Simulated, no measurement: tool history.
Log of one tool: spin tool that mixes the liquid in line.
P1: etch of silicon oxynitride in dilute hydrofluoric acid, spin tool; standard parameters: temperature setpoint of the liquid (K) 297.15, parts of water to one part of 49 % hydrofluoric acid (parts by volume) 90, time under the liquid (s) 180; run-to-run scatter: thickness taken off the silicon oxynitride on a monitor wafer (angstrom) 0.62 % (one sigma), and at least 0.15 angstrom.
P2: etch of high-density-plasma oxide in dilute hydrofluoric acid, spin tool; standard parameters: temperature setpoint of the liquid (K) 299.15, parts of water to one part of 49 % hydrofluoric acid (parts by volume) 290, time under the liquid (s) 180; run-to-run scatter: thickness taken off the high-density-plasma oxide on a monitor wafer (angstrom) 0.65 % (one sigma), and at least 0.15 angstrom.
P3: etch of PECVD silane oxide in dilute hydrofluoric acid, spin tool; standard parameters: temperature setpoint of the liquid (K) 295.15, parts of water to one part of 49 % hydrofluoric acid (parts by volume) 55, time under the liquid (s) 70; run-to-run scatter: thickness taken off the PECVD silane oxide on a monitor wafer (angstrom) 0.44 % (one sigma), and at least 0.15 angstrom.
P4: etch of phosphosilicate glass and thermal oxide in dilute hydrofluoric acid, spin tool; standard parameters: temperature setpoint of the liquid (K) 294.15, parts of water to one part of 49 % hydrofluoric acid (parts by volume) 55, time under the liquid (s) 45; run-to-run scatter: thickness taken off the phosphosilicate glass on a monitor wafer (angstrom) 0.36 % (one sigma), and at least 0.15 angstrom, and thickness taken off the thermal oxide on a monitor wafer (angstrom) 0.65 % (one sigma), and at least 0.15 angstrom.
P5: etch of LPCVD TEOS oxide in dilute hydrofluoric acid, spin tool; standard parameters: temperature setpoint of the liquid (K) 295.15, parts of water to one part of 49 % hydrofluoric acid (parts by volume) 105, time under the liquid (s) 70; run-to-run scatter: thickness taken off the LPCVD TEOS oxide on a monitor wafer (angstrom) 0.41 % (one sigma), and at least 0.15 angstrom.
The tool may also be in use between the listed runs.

run,hour,process that ran,temperature setpoint of the liquid (K),parts of water to one part of 49 % hydrofluoric acid (parts by volume),time under the liquid (s),hours since the thermometer was replaced,hours since the hydrofluoric acid flow meter was replaced,thickness taken off the silicon oxynitride on a monitor wafer (angstrom),thickness taken off the high-density-plasma oxide on a monitor wafer (angstrom),thickness taken off the phosphosilicate glass on a monitor wafer (angstrom),thickness taken off the thermal oxide on a monitor wafer (angstrom),thickness taken off the PECVD silane oxide on a monitor wafer (angstrom),thickness taken off the LPCVD TEOS oxide on a monitor wafer (angstrom)
1,10.0,P1,297.15,90,180,772.8,664.2,46.366,,,,,
2,22.4,P1,297.15,90,180,785.2,676.6,47.257,,,,,
3,39.1,P2,299.15,290,275,801.9,693.3,,55.428,,,,
4,50.0,P1,297.15,25,50,812.8,704.2,49.128,,,,,
5,64.0,P1,297.15,90,180,826.8,718.2,46.086,,,,,
6,76.9,P2,299.15,290,180,839.7,731.1,,36.322,,,,
7,88.6,P4,294.15,55,45,851.4,742.8,,,564.42,36.490,,
8,107.6,P1,293.15,90,180,870.4,761.8,38.404,,,,,
9,119.6,P2,299.15,290,180,882.4,773.8,,36.157,,,,
10,134.2,P1,297.15,90,180,897.0,788.4,47.257,,,,,
11,144.5,P3,295.15,55,70,907.3,798.7,,,,,336.640,
12,154.9,P5,290.15,105,70,917.7,809.1,,,,,,278.34
13,163.4,P1,297.15,35,180,926.2,817.6,124.890,,,,,
14,177.3,P5,295.15,35,70,940.1,831.5,,,,,,1118.80
15,193.8,P5,295.15,105,35,956.6,848.0,,,,,,171.34
16,202.4,P4,299.65,55,45,965.2,856.6,,,705.19,46.331,,
17,219.2,P4,294.15,20,45,982.0,873.4,,,1614.70,106.500,,
18,238.0,P1,297.15,90,315,1000.8,892.2,80.776,,,,,
19,249.7,P5,295.15,105,70,1012.5,903.9,,,,,,342.82
20,268.1,P1,297.15,90,180,1030.9,922.3,46.532,,,,,
21,281.3,P1,297.15,150,355,1044.1,935.5,52.396,,,,,
# hour 292.6: thermometer replaced
22,294.8,P1,303.15,90,180,2.2,949.0,61.851,,,,,
23,307.8,P1,297.15,90,95,15.2,962.0,24.562,,,,,
24,321.2,P3,295.15,25,70,28.6,975.4,,,,,767.540,
25,338.0,P1,297.15,140,180,45.4,992.2,28.655,,,,,
26,355.6,P3,290.65,55,70,63.0,1009.8,,,,,279.580,
27,364.1,P1,304.15,90,295,71.5,1018.3,104.960,,,,,
28,375.6,P2,299.15,510,180,83.0,1029.8,,16.970,,,,
29,383.9,P2,305.15,290,180,91.3,1038.1,,44.708,,,,
30,393.0,P1,297.15,90,180,100.4,1047.2,46.571,,,,,
31,408.5,P3,295.15,55,15,115.9,1062.7,,,,,72.203,
32,422.6,P4,294.15,55,15,130.0,1076.8,,,188.11,12.212,,
33,438.0,P1,297.15,90,180,145.4,1092.2,46.790,,,,,
34,453.6,P1,297.15,90,180,161.0,1107.8,48.211,,,,,
35,471.1,P1,297.15,90,180,178.5,1125.3,48.621,,,,,
36,486.3,P1,297.15,90,180,193.7,1140.5,49.352,,,,,
37,502.3,P1,297.15,90,180,209.7,1156.5,50.023,,,,,
38,515.5,P1,297.15,90,180,222.9,1169.7,50.346,,,,,
39,534.0,P1,297.15,90,180,241.4,1188.2,50.434,,,,,
40,548.1,P1,297.15,90,180,255.5,1202.3,50.744,,,,,
41,557.2,P1,297.15,90,180,264.6,1211.4,50.995,,,,,
42,571.4,P1,297.15,90,180,278.8,1225.6,50.608,,,,,
43,582.8,P1,297.15,90,180,290.2,1237.0,50.519,,,,,
44,592.6,P1,297.15,90,180,300.0,1246.8,51.185,,,,,

The log shows P1 creeping away from where it was. Any of the 2 causes listed here, at the size stated for it, fits the log just as well as the others:
A: liquid hotter than its thermometer reads (K) = 1.85
B: hydrofluoric acid flow above the setpoint (%) = 8.47
The process output started creeping at around hour 438.0.

4 check runs are offered, one wafer each, their results left as question marks. Which one tells the causes apart?
check 1,602.4,P2,304.15,395,180,,,,?,,,,
check 2,602.4,P3,291.15,55,70,,,,,,,?,
check 3,602.4,P5,290.15,70,70,,,,,,,,?
check 4,602.4,P4,294.15,25,45,,,,,?,?,,

How each check would come out, cause by cause:
check,result,if A,if B
check 1,thickness taken off the high-density-plasma oxide on a monitor wafer (angstrom),29.705,31.497
check 2,thickness taken off the PECVD silane oxide on a monitor wafer (angstrom),307.800,310.000
check 3,thickness taken off the LPCVD TEOS oxide on a monitor wafer (angstrom),470.98,475.00
check 4,thickness taken off the phosphosilicate glass on a monitor wafer (angstrom),1390.80,1397.30
check 4,thickness taken off the thermal oxide on a monitor wafer (angstrom),90.486,90.912
Per check, the gap between the least separated pair of causes, taken in the result that splits them most: check 1 5.86 %; check 2 0.71 %; check 3 0.85 %; check 4 0.47 %
Check 1 tells the causes apart: in the others they would give nearly the same result.

The results of check 1 are: thickness taken off the high-density-plasma oxide on a monitor wafer (angstrom) 29.603. Based on these, which of the listed causes is it?

It was cause A: liquid hotter than its thermometer reads (K).
